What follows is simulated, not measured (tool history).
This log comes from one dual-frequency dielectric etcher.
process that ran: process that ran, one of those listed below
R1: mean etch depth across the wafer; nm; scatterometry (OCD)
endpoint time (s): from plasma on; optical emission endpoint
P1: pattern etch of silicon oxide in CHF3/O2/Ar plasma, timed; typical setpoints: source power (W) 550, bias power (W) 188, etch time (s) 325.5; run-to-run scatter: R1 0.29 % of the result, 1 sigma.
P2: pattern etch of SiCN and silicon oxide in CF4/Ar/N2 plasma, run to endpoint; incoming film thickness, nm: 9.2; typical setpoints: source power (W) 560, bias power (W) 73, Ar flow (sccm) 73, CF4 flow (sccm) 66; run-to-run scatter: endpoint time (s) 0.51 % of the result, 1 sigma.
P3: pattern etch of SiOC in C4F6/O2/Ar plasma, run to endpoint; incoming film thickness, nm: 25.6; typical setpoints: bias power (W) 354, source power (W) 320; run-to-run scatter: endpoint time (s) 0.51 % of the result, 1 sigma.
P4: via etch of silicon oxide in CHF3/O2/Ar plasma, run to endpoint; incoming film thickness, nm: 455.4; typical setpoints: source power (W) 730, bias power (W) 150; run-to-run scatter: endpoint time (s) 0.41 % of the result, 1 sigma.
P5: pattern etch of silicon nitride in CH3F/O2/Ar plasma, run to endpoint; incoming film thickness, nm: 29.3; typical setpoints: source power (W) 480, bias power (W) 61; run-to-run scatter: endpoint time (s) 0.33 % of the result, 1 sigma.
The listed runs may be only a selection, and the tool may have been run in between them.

{"run": 1, "hour": 9.7, "process that ran": "P1", "source power (W)": 550, "bias power (W)": 188, "etch time (s)": 325.5, "R1": 646.09}
{"run": 2, "hour": 16.8, "process that ran": "P2", "source power (W)": 560, "bias power (W)": 45, "Ar flow (sccm)": 73, "CF4 flow (sccm)": 66, "endpoint time (s)": 9.7643}
{"run": 3, "hour": 28.5, "process that ran": "P5", "source power (W)": 480, "bias power (W)": 61, "endpoint time (s)": 41.927}
{"run": 4, "hour": 39.8, "process that ran": "P3", "source power (W)": 250, "bias power (W)": 354, "endpoint time (s)": 11.604}
{"run": 5, "hour": 55.3, "process that ran": "P1", "source power (W)": 550, "bias power (W)": 188, "etch time (s)": 325.5, "R1": 643.77}
{"run": 6, "hour": 65.5, "process that ran": "P1", "source power (W)": 550, "bias power (W)": 188, "etch time (s)": 325.5, "R1": 646.39}
{"run": 7, "hour": 74.8, "process that ran": "P2", "source power (W)": 560, "bias power (W)": 73, "Ar flow (sccm)": 73, "CF4 flow (sccm)": 54, "endpoint time (s)": 8.6214}
{"run": 8, "hour": 85.8, "process that ran": "P2", "source power (W)": 560, "bias power (W)": 73, "Ar flow (sccm)": 73, "CF4 flow (sccm)": 66, "endpoint time (s)": 8.4454}
{"run": 9, "hour": 96.0, "process that ran": "P1", "source power (W)": 550, "bias power (W)": 188, "etch time (s)": 459.5, "R1": 914.12}
{"run": 10, "hour": 107.6, "process that ran": "P2", "source power (W)": 740, "bias power (W)": 73, "Ar flow (sccm)": 73, "CF4 flow (sccm)": 66, "endpoint time (s)": 6.5365}
{"run": 11, "hour": 114.9, "process that ran": "P1", "source power (W)": 730, "bias power (W)": 188, "etch time (s)": 325.5, "R1": 718.26}
{"run": 12, "hour": 124.7, "process that ran": "P3", "source power (W)": 320, "bias power (W)": 354, "endpoint time (s)": 10.495}
{"run": 13, "hour": 132.7, "process that ran": "P3", "source power (W)": 320, "bias power (W)": 354, "endpoint time (s)": 10.517}
{"run": 14, "hour": 143.7, "process that ran": "P3", "source power (W)": 320, "bias power (W)": 492, "endpoint time (s)": 9.2669}
{"run": 15, "hour": 153.9, "process that ran": "P1", "source power (W)": 400, "bias power (W)": 188, "etch time (s)": 325.5, "R1": 573.4}
{"run": 16, "hour": 163.2, "process that ran": "P2", "source power (W)": 560, "bias power (W)": 73, "Ar flow (sccm)": 73, "CF4 flow (sccm)": 66, "endpoint time (s)": 8.3981}
{"run": 17, "hour": 178.5, "process that ran": "P5", "source power (W)": 480, "bias power (W)": 61, "endpoint time (s)": 41.983}
{"run": 18, "hour": 191.2, "process that ran": "P2", "source power (W)": 560, "bias power (W)": 73, "Ar flow (sccm)": 93, "CF4 flow (sccm)": 66, "endpoint time (s)": 8.7895}
{"run": 19, "hour": 200.3, "process that ran": "P1", "source power (W)": 550, "bias power (W)": 120, "etch time (s)": 434.0, "R1": 741.89}
{"run": 20, "hour": 207.3, "process that ran": "P4", "source power (W)": 550, "bias power (W)": 150, "endpoint time (s)": 246.45}
{"run": 21, "hour": 214.7, "process that ran": "P1", "source power (W)": 550, "bias power (W)": 188, "etch time (s)": 325.5, "R1": 648.32}
{"run": 22, "hour": 229.6, "process that ran": "P5", "source power (W)": 480, "bias power (W)": 45, "endpoint time (s)": 46.085}
{"run": 23, "hour": 238.4, "process that ran": "P1", "source power (W)": 550, "bias power (W)": 141, "etch time (s)": 325.5, "R1": 587.56}

What will run 24 give?
{"run": 24, "hour": 250.6, "process that ran": "P4", "source power (W)": 730, "bias power (W)": 203, "endpoint time (s)": "?"}

Run 24 produced endpoint time (s) 200.6400.

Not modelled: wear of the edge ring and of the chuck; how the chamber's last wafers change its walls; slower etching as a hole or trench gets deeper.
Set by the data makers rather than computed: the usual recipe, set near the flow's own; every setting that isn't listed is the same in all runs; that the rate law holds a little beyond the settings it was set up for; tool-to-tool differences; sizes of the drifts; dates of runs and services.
